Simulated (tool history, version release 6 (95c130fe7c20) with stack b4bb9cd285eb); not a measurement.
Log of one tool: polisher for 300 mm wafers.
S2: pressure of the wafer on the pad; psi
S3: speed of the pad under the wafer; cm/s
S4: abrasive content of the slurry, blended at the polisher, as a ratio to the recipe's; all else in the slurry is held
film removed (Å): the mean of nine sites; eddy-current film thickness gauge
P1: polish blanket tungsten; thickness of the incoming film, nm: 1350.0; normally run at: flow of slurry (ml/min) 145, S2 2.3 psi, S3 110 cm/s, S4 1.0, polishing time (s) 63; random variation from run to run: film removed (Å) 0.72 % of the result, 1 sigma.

run 1 hour=7.9 | flow_of_slurry_(ml/min)=145 S2=2.3 S3=110 S4=1.0 polishing_time_(s)=63 | film_removed_(Å)=1986.40
run 2 hour=22.2 | flow_of_slurry_(ml/min)=145 S2=2.3 S3=110 S4=0.5 polishing_time_(s)=63 | film_removed_(Å)=1707.00
run 3 hour=35.9 | flow_of_slurry_(ml/min)=145 S2=2.3 S3=110 S4=1.0 polishing_time_(s)=46 | film_removed_(Å)=1468.40
run 4 hour=46.9 | flow_of_slurry_(ml/min)=145 S2=2.3 S3=110 S4=1.0 polishing_time_(s)=63 | film_removed_(Å)=1983.10
run 5 hour=54.9 | flow_of_slurry_(ml/min)=145 S2=2.3 S3=110 S4=1.0 polishing_time_(s)=63 | film_removed_(Å)=2003.10
run 6 hour=67.1 | flow_of_slurry_(ml/min)=145 S2=2.3 S3=110 S4=1.4 polishing_time_(s)=63 | film_removed_(Å)=2157.60
run 7 hour=78.7 | flow_of_slurry_(ml/min)=145 S2=3.1 S3=110 S4=1.0 polishing_time_(s)=39 | film_removed_(Å)=1665.80
-- hour=81.8 head pressure recalibrated
-- hour=89.2 slurry nozzle cleaned
run 8 hour=95.2 | flow_of_slurry_(ml/min)=145 S2=2.3 S3=50 S4=1.0 polishing_time_(s)=63 | film_removed_(Å)=905.44
run 9 hour=104.7 | flow_of_slurry_(ml/min)=220 S2=2.3 S3=110 S4=1.0 polishing_time_(s)=63 | film_removed_(Å)=2113.80
run 10 hour=121.2 | flow_of_slurry_(ml/min)=145 S2=3.4 S3=110 S4=1.0 polishing_time_(s)=63 | film_removed_(Å)=2917.40
run 11 hour=131.9 | flow_of_slurry_(ml/min)=145 S2=2.3 S3=174 S4=1.0 polishing_time_(s)=63 | film_removed_(Å)=3132.00
run 12 hour=143.8 | flow_of_slurry_(ml/min)=145 S2=2.3 S3=110 S4=1.0 polishing_time_(s)=63 | film_removed_(Å)=1992.50
run 13 hour=153.9 | flow_of_slurry_(ml/min)=85 S2=2.3 S3=110 S4=1.0 polishing_time_(s)=63 | film_removed_(Å)=1767.70
run 14 hour=167.7 | flow_of_slurry_(ml/min)=145 S2=2.3 S3=110 S4=1.0 polishing_time_(s)=63 | film_removed_(Å)=1976.00
run 15 hour=180.9 | flow_of_slurry_(ml/min)=145 S2=2.3 S3=110 S4=1.0 polishing_time_(s)=63 | film_removed_(Å)=1995.40
run 16 hour=197.0 | flow_of_slurry_(ml/min)=145 S2=1.4 S3=110 S4=1.0 polishing_time_(s)=63 | film_removed_(Å)=1206.70
run 17 hour=210.7 | flow_of_slurry_(ml/min)=145 S2=2.3 S3=110 S4=1.0 polishing_time_(s)=89 | film_removed_(Å)=2824.20
run 18 hour=220.5 | flow_of_slurry_(ml/min)=145 S2=2.3 S3=110 S4=1.0 polishing_time_(s)=63 | film_removed_(Å)=1990.90

Run 19 comes next. What will it give?
run 19 hour=238.6 | flow_of_slurry_(ml/min)=145 S2=2.3 S3=110 S4=1.0 polishing_time_(s)=63 | film_removed_(Å)=?

Run 19 gave film removed (Å) 1875.00.

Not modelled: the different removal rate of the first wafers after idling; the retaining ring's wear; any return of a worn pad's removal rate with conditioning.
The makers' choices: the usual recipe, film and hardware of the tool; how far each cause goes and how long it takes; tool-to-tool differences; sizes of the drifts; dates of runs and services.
